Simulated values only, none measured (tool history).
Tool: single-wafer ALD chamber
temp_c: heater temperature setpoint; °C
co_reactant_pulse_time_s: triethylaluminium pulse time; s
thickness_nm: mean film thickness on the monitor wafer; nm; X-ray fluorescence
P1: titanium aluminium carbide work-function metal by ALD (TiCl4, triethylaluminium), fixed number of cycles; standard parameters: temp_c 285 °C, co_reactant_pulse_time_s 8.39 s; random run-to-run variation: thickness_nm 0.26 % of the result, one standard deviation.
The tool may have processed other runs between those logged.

run,hour,temp_c,co_reactant_pulse_time_s,hours since the last thermocouple change,hours since the last triethylaluminium bottle change,thickness_nm
1,5.5,285,8.39,1114.1,220.6,1.8534
2,10.3,285,8.39,1118.9,225.4,1.8556
3,18.8,285,8.39,1127.4,233.9,1.86
4,23.8,285,13.22,1132.4,238.9,1.9437
5,30.7,269,4.48,1139.3,245.8,1.4306
6,37.7,285,8.39,1146.3,252.8,1.8421
7,46.2,285,3.93,1154.8,261.3,1.4575
8,53.2,263,8.39,1161.8,268.3,1.6675
9,57.7,285,8.39,1166.3,272.8,1.8547
10,62.8,285,8.39,1171.4,277.9,1.8475
11,69.8,309,8.39,1178.4,284.9,2.0662
12,74,285,8.39,1182.6,289.1,1.8415
13,78.2,285,8.39,1186.8,293.3,1.8501
14,84.1,285,8.39,1192.7,299.2,1.8421
15,90.8,285,8.39,1199.4,305.9,1.8336
16,98.2,285,8.39,1206.8,313.3,1.8297
17,106.3,285,8.39,1214.9,321.4,1.8308
18,113,285,8.39,1221.6,328.1,1.8287
19,121.8,285,8.39,1230.4,336.9,1.8176
20,130,285,8.39,1238.6,345.1,1.8238
21,136.5,285,8.39,1245.1,351.6,1.8172
22,144.1,285,8.39,1252.7,359.2,1.8226
23,151.5,285,8.39,1260.1,366.6,1.8182

What P1 gives has crept away from where it was. These 2 causes fit the log equally well, each at the size given:
A: wafer temperature below the value expected at the setpoint (K) = 3.59
B: triethylaluminium dose below that of a fresh bottle (%) = 8.54
The process output started creeping at around hour 74.

Consider the 4 single-wafer check runs listed below, results given as question marks: which one distinguishes between the causes by giving clearly different results for each?
check 1,158.9,263,8.39,,,?
check 2,158.9,302,8.39,,,?
check 3,158.9,285,4.16,,,?
check 4,158.9,308,10.74,,,?

What each check would give under each cause:
check,result,if A,if B
check 1,thickness_nm,1.6381,1.6404
check 2,thickness_nm,1.9669,1.9649
check 3,thickness_nm,1.4693,1.4329
check 4,thickness_nm,2.0843,2.0965
Smallest distance between any two causes, each pair judged by its most separating result, in per cent: check 1 0.14 %; check 2 0.1 %; check 3 2.51 %; check 4 0.58 %
Check 3 distinguishes between the causes, while the remaining checks would return nearly the same result for all of them.

After running check 3, the following was obtained: thickness_nm 1.4721 nm. Which cause does this point to?

It is A: wafer temperature below the value expected at the setpoint (K).
